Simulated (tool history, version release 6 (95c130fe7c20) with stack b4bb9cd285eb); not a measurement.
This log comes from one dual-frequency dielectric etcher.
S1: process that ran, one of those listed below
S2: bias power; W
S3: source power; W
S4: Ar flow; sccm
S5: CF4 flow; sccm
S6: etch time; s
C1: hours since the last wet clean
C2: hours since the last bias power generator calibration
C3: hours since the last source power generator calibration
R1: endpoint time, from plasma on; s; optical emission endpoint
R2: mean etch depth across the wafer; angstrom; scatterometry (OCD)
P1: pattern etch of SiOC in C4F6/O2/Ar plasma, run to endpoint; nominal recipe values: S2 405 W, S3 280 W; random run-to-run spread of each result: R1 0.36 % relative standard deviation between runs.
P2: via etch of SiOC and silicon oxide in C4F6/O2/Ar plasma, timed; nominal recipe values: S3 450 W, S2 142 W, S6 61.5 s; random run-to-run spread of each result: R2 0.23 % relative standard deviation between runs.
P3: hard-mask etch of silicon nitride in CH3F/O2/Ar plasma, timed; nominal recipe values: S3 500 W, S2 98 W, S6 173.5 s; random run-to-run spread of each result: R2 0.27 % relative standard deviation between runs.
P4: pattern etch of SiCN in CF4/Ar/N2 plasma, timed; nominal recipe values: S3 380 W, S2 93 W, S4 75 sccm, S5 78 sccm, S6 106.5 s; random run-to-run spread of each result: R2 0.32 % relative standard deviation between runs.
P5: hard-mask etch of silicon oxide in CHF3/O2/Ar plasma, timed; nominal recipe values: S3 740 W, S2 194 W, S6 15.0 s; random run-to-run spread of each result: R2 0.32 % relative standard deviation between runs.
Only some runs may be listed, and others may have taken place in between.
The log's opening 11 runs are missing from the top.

run   hour  S1   S2   S3  S4  S5     S6     C1     C2      C3      R1       R2
 12   54.2  P1  405  180                 101.2  497.7  1624.4  21.466
 13   59.4  P1  405  280                 106.4  502.9  1629.6  18.410
 14   64.7  P3   98  390          173.5  111.7  508.2  1634.9          1344.20
 15   68.7  P5  194  740           15.0  115.7  512.2  1638.9           332.84
 16   74.0  P4   73  380  75  78  106.5  121.0  517.5  1644.2           851.15
 17   79.8  P3  132  500          173.5  126.8  523.3  1650.0          1650.20
 18   83.4  P1  405  280                 130.4  526.9  1653.6  18.314
 19   87.4  P1  405  280                 134.4  530.9  1657.6  18.233
 20   90.4  P3   98  500          112.0  137.4  533.9  1660.6           955.10
 21   93.3  P1  245  340                 140.3  536.8  1663.5  20.330
 22   96.7  P3   98  500          173.5  143.7  540.2  1666.9          1468.90
 23  102.1  P1  561  340                 149.1  545.6  1672.3  15.146
 24  108.0  P1  498  280                 155.0  551.5  1678.2  16.932

What does the tool deliver on the next run?
 25  113.0  P1  302  280              160.0  556.5  1683.2   ?

R1: 20.471 s

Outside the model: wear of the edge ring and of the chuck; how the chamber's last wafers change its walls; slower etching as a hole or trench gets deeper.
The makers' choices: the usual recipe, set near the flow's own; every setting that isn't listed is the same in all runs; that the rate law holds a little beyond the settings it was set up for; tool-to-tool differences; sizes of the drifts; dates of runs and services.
